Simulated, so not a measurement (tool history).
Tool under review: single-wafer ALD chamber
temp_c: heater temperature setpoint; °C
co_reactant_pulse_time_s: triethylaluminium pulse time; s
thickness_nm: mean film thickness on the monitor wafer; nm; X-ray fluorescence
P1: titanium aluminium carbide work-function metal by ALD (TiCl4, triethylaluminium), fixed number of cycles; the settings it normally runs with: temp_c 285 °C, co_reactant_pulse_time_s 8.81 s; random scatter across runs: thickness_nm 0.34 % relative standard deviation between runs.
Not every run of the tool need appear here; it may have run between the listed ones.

{"run": 1, "hour": 4.8, "temp_c": 285, "co_reactant_pulse_time_s": 8.81, "thickness_nm": 1.8705}
{"run": 2, "hour": 12.8, "temp_c": 285, "co_reactant_pulse_time_s": 8.81, "thickness_nm": 1.8592}
{"hour": 18.1, "done": "triethylaluminium bottle replaced"}
{"run": 3, "hour": 20.5, "temp_c": 285, "co_reactant_pulse_time_s": 14.65, "thickness_nm": 1.9494}
{"run": 4, "hour": 30.1, "temp_c": 271, "co_reactant_pulse_time_s": 8.81, "thickness_nm": 1.743}
{"run": 5, "hour": 38.4, "temp_c": 285, "co_reactant_pulse_time_s": 8.81, "thickness_nm": 1.8722}
{"run": 6, "hour": 46.4, "temp_c": 285, "co_reactant_pulse_time_s": 8.81, "thickness_nm": 1.8586}
{"run": 7, "hour": 55.4, "temp_c": 270, "co_reactant_pulse_time_s": 12.07, "thickness_nm": 1.8072}
{"run": 8, "hour": 60.6, "temp_c": 307, "co_reactant_pulse_time_s": 8.81, "thickness_nm": 2.0513}
{"run": 9, "hour": 71.0, "temp_c": 285, "co_reactant_pulse_time_s": 2.9, "thickness_nm": 1.242}
{"run": 10, "hour": 76.2, "temp_c": 285, "co_reactant_pulse_time_s": 8.81, "thickness_nm": 1.8558}
{"run": 11, "hour": 81.6, "temp_c": 285, "co_reactant_pulse_time_s": 8.81, "thickness_nm": 1.8614}
{"run": 12, "hour": 91.1, "temp_c": 285, "co_reactant_pulse_time_s": 8.81, "thickness_nm": 1.8402}
{"run": 13, "hour": 96.9, "temp_c": 285, "co_reactant_pulse_time_s": 8.81, "thickness_nm": 1.8347}
{"run": 14, "hour": 103.3, "temp_c": 285, "co_reactant_pulse_time_s": 8.81, "thickness_nm": 1.823}
{"run": 15, "hour": 108.5, "temp_c": 285, "co_reactant_pulse_time_s": 8.81, "thickness_nm": 1.8428}
{"run": 16, "hour": 113.1, "temp_c": 285, "co_reactant_pulse_time_s": 8.81, "thickness_nm": 1.8247}
{"run": 17, "hour": 119.2, "temp_c": 285, "co_reactant_pulse_time_s": 8.81, "thickness_nm": 1.8346}
{"run": 18, "hour": 124.5, "temp_c": 285, "co_reactant_pulse_time_s": 8.81, "thickness_nm": 1.8293}

Something has made what P1 gives creep away from where it was; the 2 causes below, each at its own stated size, fit the log equally well:
A: wafer temperature below the value expected at the setpoint (K) = 4.13
B: triethylaluminium dose below that of a fresh bottle (%) = 10.5
The onset of the drift is placed at about hour 76.2.

Which of the 4 check runs listed below separates the causes, so that each cause would produce a clearly different result? Each run uses one wafer, and its results are marked with question marks.
{"run": "check 1", "hour": 129.8, "temp_c": 306, "co_reactant_pulse_time_s": 8.81, "thickness_nm": "?"}
{"run": "check 2", "hour": 129.8, "temp_c": 303, "co_reactant_pulse_time_s": 4.11, "thickness_nm": "?"}
{"run": "check 3", "hour": 129.8, "temp_c": 285, "co_reactant_pulse_time_s": 11.18, "thickness_nm": "?"}
{"run": "check 4", "hour": 129.8, "temp_c": 274, "co_reactant_pulse_time_s": 8.81, "thickness_nm": "?"}

How each check would come out, cause by cause:
check=check_1 result=thickness_nm if_A=2.0130 if_B=2.0102
check=check_2 result=thickness_nm if_A=1.5812 if_B=1.5271
check=check_3 result=thickness_nm if_A=1.8838 if_B=1.8993
check=check_4 result=thickness_nm if_A=1.7391 if_B=1.7404
Separation of the two closest causes in each check, using whichever result separates them best: check 1 0.14 %; check 2 3.48 %; check 3 0.82 %; check 4 0.07 %
The other checks would show nearly matching results whichever cause is true, so check 2 is the only one that separates the causes.

The results of check 2 are: thickness_nm 1.5303 nm. Based on these, which of the listed causes is it?

It was cause B: triethylaluminium dose below that of a fresh bottle (%).
